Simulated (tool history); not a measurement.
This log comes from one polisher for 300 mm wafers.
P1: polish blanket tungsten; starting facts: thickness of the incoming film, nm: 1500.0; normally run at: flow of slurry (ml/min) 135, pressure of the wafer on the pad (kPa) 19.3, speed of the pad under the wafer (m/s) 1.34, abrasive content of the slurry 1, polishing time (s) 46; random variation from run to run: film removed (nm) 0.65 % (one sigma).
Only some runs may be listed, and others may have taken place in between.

run  hour  flow of slurry (ml/min)  pressure of the wafer on the pad (kPa)  speed of the pad under the wafer (m/s)  abrasive content of the slurry  polishing time (s)  film removed (nm)
  1   6.8                      135                                    19.3                                    1.34                               1                  46             201.78
  2    12                      135                                    19.3                                    1.34                               1                  46             203.77
  3  16.9                      205                                    19.3                                    1.34                               1                  22             104.52
  4  21.5                      135                                    19.3                                    1.34                               1                  23             101.65
  5    30                      135                                    19.3                                    1.34                               1                  46              204.1
  6  34.5                       80                                    19.3                                    1.34                               1                  46             179.29
  7  39.3                      135                                    19.3                                    1.34                            0.75                  46             187.97
  8  47.6                      135                                    13.1                                    1.34                               1                  46             137.12
  9  52.3                      135                                    19.3                                       2                               1                  46             303.55
 10    59                      135                                    19.3                                    1.34                             1.4                  46             217.67
 11  66.4                      135                                    19.3                                    1.34                               1                  71             318.36
 12  73.8                      195                                    19.3                                    1.34                               1                  46             216.63
 13  79.3                      135                                    19.3                                    1.34                               1                  46             202.05
 14  85.8                      135                                    19.3                                    1.34                               1                  46             202.98
 15  91.7                      135                                    19.3                                    0.62                               1                  46             94.359

Run 16 comes next. What will it give?
 16  97.8                      135                                    26.2                                    1.34                               1                  46                  ?

For run 16 the tool returned film removed (nm) 276.1.
